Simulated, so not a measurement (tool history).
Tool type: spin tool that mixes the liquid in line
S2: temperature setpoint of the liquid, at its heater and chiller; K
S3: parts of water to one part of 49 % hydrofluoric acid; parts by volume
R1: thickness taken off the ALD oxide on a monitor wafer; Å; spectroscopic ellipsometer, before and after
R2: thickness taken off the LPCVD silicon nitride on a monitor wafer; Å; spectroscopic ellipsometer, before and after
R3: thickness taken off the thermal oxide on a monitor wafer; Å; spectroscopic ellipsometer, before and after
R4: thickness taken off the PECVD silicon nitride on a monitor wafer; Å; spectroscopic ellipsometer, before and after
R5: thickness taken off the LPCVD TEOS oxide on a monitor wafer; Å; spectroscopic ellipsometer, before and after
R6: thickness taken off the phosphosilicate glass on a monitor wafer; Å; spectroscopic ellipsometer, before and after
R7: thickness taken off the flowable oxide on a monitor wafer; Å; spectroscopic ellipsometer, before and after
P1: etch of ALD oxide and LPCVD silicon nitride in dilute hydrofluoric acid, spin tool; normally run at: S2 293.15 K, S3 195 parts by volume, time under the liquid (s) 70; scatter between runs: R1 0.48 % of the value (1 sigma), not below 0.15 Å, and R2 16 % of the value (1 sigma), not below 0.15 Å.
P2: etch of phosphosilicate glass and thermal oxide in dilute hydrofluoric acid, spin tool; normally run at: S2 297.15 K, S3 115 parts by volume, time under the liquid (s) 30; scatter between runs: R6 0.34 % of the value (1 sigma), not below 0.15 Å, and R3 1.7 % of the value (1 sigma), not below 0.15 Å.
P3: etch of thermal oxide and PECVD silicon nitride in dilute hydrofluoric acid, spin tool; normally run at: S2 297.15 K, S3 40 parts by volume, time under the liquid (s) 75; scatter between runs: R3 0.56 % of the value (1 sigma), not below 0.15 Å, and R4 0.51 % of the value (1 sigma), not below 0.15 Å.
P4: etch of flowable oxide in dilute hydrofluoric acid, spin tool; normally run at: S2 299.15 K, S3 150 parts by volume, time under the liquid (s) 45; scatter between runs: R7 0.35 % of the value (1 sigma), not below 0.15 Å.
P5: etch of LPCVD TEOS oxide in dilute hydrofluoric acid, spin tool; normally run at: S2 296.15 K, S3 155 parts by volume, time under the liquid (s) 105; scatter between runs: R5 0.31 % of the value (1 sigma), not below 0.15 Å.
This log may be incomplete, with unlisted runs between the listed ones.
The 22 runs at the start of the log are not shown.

Run 23, hour 138.6: process that ran P3, S2 297.15 K, S3 40 parts by volume, time under the liquid (s) 20. Result: R3 25.1110 Å, R4 26.775 Å.
Run 24, hour 144.9: process that ran P5, S2 296.15 K, S3 235 parts by volume, time under the liquid (s) 105. Result: R5 156.710 Å.
Run 25, hour 152.7: process that ran P4, S2 299.15 K, S3 55 parts by volume, time under the liquid (s) 45. Result: R7 195.390 Å.
Run 26, hour 159.2: process that ran P2, S2 303.15 K, S3 115 parts by volume, time under the liquid (s) 30. Result: R3 16.1440 Å, R6 220.140 Å.
Run 27, hour 164.1: process that ran P4, S2 299.15 K, S3 150 parts by volume, time under the liquid (s) 45. Result: R7 63.421 Å.
Run 28, hour 170.2: process that ran P1, S2 298.65 K, S3 195 parts by volume, time under the liquid (s) 20. Result: R1 24.016 Å, R2 0.76496 Å.
Run 29, hour 177.9: process that ran P4, S2 304.15 K, S3 150 parts by volume, time under the liquid (s) 45. Result: R7 76.215 Å.
Run 30, hour 184.5: process that ran P3, S2 297.15 K, S3 60 parts by volume, time under the liquid (s) 75. Result: R3 60.7060 Å, R4 66.637 Å.
Run 31, hour 189.0: process that ran P1, S2 293.15 K, S3 195 parts by volume, time under the liquid (s) 70. Result: R1 68.034 Å, R2 1.10380 Å.
Run 32, hour 193.1: process that ran P3, S2 297.15 K, S3 40 parts by volume, time under the liquid (s) 75. Result: R3 93.6850 Å, R4 99.467 Å.
Run 33, hour 199.7: process that ran P1, S2 293.15 K, S3 195 parts by volume, time under the liquid (s) 70. Result: R1 68.603 Å, R2 0.70164 Å.
Run 34, hour 203.8: process that ran P1, S2 293.15 K, S3 195 parts by volume, time under the liquid (s) 70. Result: R1 68.450 Å, R2 1.41250 Å.
Run 35, hour 208.6: process that ran P1, S2 293.15 K, S3 195 parts by volume, time under the liquid (s) 70. Result: R1 67.040 Å, R2 1.08270 Å.
Run 36, hour 214.2: process that ran P1, S2 293.15 K, S3 195 parts by volume, time under the liquid (s) 70. Result: R1 66.395 Å, R2 1.42950 Å.
Run 37, hour 217.8: process that ran P1, S2 293.15 K, S3 195 parts by volume, time under the liquid (s) 70. Result: R1 65.696 Å, R2 1.26080 Å.
Run 38, hour 221.7: process that ran P1, S2 293.15 K, S3 195 parts by volume, time under the liquid (s) 70. Result: R1 65.066 Å, R2 1.33010 Å.
Run 39, hour 226.2: process that ran P1, S2 293.15 K, S3 195 parts by volume, time under the liquid (s) 70. Result: R1 64.515 Å, R2 1.07770 Å.
Run 40, hour 232.6: process that ran P1, S2 293.15 K, S3 195 parts by volume, time under the liquid (s) 70. Result: R1 64.544 Å, R2 1.27990 Å.
Run 41, hour 238.0: process that ran P1, S2 293.15 K, S3 195 parts by volume, time under the liquid (s) 70. Result: R1 64.389 Å, R2 1.53560 Å.
Run 42, hour 244.6: process that ran P1, S2 293.15 K, S3 195 parts by volume, time under the liquid (s) 70. Result: R1 64.141 Å, R2 1.44550 Å.
Run 43, hour 248.7: process that ran P1, S2 293.15 K, S3 195 parts by volume, time under the liquid (s) 70. Result: R1 63.463 Å, R2 1.55340 Å.
Run 44, hour 252.2: process that ran P1, S2 293.15 K, S3 195 parts by volume, time under the liquid (s) 70. Result: R1 64.644 Å, R2 1.59180 Å.

What does the tool deliver on the next run?
Run 45, hour 259.1: process that ran P1, S2 293.15 K, S3 195 parts by volume, time under the liquid (s) 70. Result: R1 ?, R2 ?.

{"run 45": {"R1": 64.294, "R2": 1.523}}

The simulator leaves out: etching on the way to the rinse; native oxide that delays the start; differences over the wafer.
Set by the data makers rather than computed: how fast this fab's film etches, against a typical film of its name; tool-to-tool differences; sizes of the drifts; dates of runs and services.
